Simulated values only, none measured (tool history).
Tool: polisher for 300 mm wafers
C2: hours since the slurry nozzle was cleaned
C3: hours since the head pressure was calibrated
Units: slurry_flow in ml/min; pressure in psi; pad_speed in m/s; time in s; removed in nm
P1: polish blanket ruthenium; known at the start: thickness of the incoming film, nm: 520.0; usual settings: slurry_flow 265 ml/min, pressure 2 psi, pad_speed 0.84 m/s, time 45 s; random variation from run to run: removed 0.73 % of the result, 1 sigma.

{"run": 1, "hour": 10.7, "slurry_flow": 265, "pressure": 2, "pad_speed": 0.84, "time": 45, "wafers polished on this pad": 336, "C2": 182.6, "C3": 547.5, "removed": 45.836}
{"run": 2, "hour": 21.6, "slurry_flow": 265, "pressure": 2, "pad_speed": 0.84, "time": 45, "wafers polished on this pad": 485, "C2": 193.5, "C3": 558.4, "removed": 45.472}
{"run": 3, "hour": 30.3, "slurry_flow": 160, "pressure": 2, "pad_speed": 0.84, "time": 45, "wafers polished on this pad": 603, "C2": 202.2, "C3": 567.1, "removed": 42.791}
{"run": 4, "hour": 37.0, "slurry_flow": 265, "pressure": 3, "pad_speed": 0.84, "time": 45, "wafers polished on this pad": 694, "C2": 208.9, "C3": 573.8, "removed": 69.268}
{"run": 5, "hour": 43.0, "slurry_flow": 265, "pressure": 2, "pad_speed": 0.52, "time": 45, "wafers polished on this pad": 776, "C2": 214.9, "C3": 579.8, "removed": 27.953}
{"run": 6, "hour": 51.2, "slurry_flow": 265, "pressure": 2, "pad_speed": 0.84, "time": 45, "wafers polished on this pad": 888, "C2": 223.1, "C3": 588, "removed": 45.246}
{"run": 7, "hour": 59.6, "slurry_flow": 265, "pressure": 2, "pad_speed": 1.32, "time": 45, "wafers polished on this pad": 1002, "C2": 231.5, "C3": 596.4, "removed": 71.419}
{"run": 8, "hour": 68.8, "slurry_flow": 265, "pressure": 1.1, "pad_speed": 0.84, "time": 45, "wafers polished on this pad": 1127, "C2": 240.7, "C3": 605.6, "removed": 25.08}
{"run": 9, "hour": 78.6, "slurry_flow": 265, "pressure": 2, "pad_speed": 0.84, "time": 70, "wafers polished on this pad": 1261, "C2": 250.5, "C3": 615.4, "removed": 70.89}
{"run": 10, "hour": 90.2, "slurry_flow": 420, "pressure": 2, "pad_speed": 0.84, "time": 45, "wafers polished on this pad": 1419, "C2": 262.1, "C3": 627, "removed": 47.86}
{"run": 11, "hour": 95.5, "slurry_flow": 265, "pressure": 2, "pad_speed": 1.24, "time": 20, "wafers polished on this pad": 1491, "C2": 267.4, "C3": 632.3, "removed": 30.116}
{"run": 12, "hour": 103.2, "slurry_flow": 265, "pressure": 2, "pad_speed": 0.84, "time": 45, "wafers polished on this pad": 1596, "C2": 275.1, "C3": 640, "removed": 45.399}
{"run": 13, "hour": 109.5, "slurry_flow": 265, "pressure": 2, "pad_speed": 0.84, "time": 24, "wafers polished on this pad": 1682, "C2": 281.4, "C3": 646.3, "removed": 24.438}
{"run": 14, "hour": 119.6, "slurry_flow": 265, "pressure": 2, "pad_speed": 0.84, "time": 45, "wafers polished on this pad": 1819, "C2": 291.5, "C3": 656.4, "removed": 45.518}
{"run": 15, "hour": 130.5, "slurry_flow": 265, "pressure": 2, "pad_speed": 0.84, "time": 45, "wafers polished on this pad": 1968, "C2": 302.4, "C3": 667.3, "removed": 44.668}
{"run": 16, "hour": 141.6, "slurry_flow": 265, "pressure": 2, "pad_speed": 0.84, "time": 45, "wafers polished on this pad": 2119, "C2": 313.5, "C3": 678.4, "removed": 44.081}
{"run": 17, "hour": 151.7, "slurry_flow": 265, "pressure": 2, "pad_speed": 0.84, "time": 45, "wafers polished on this pad": 2256, "C2": 323.6, "C3": 688.5, "removed": 43.786}
{"hour": 158.2, "done": "head pressure recalibrated"}
{"run": 18, "hour": 163.3, "slurry_flow": 265, "pressure": 2, "pad_speed": 0.84, "time": 45, "wafers polished on this pad": 2414, "C2": 335.2, "C3": 5.2, "removed": 43.509}
{"run": 19, "hour": 169.7, "slurry_flow": 265, "pressure": 2, "pad_speed": 0.84, "time": 45, "wafers polished on this pad": 2502, "C2": 341.6, "C3": 11.6, "removed": 43.977}
{"run": 20, "hour": 175.4, "slurry_flow": 265, "pressure": 2, "pad_speed": 0.84, "time": 45, "wafers polished on this pad": 2579, "C2": 347.3, "C3": 17.3, "removed": 43.913}

What P1 gives has crept away from where it was. These 2 causes fit the log equally well, each at the size given:
A: removal rate lost through wear of the pad, % = 4.33
B: slurry flow missing at the pad, % = 30.4
The creep began at about hour 119.6.
Why every other cause is out:
head's pressure below its setpoint, %: serviced at hour 158.2, which brought nothing back

4 check runs are offered, each on 5 wafers whose results are averaged, their results left as question marks. Which one tells the causes apart?
{"run": "check 1", "hour": 181.1, "slurry_flow": 265, "pressure": 2.5, "pad_speed": 0.84, "time": 69, "removed": "?"}
{"run": "check 2", "hour": 181.1, "slurry_flow": 265, "pressure": 1.5, "pad_speed": 1.3, "time": 45, "removed": "?"}
{"run": "check 3", "hour": 181.1, "slurry_flow": 160, "pressure": 2, "pad_speed": 0.84, "time": 27, "removed": "?"}
{"run": "check 4", "hour": 181.1, "slurry_flow": 265, "pressure": 1.2, "pad_speed": 0.84, "time": 25, "removed": "?"}

What each check would give under each cause:
check=check_1 result=removed if_A=83.727 if_B=83.734
check=check_2 result=removed if_A=50.704 if_B=50.708
check=check_3 result=removed if_A=24.535 if_B=23.896
check=check_4 result=removed if_A=14.561 if_B=14.562
How far apart the two closest causes lie, in the result that separates them most: check 1 0.01 %; check 2 0.01 %; check 3 2.64 %; check 4 0.01 %
Check 3 tells the causes apart: in the others they would give nearly the same result.

Then check 3 was run and gave: removed 24.472 nm. Which cause is it?

It is A: removal rate lost through wear of the pad, %.

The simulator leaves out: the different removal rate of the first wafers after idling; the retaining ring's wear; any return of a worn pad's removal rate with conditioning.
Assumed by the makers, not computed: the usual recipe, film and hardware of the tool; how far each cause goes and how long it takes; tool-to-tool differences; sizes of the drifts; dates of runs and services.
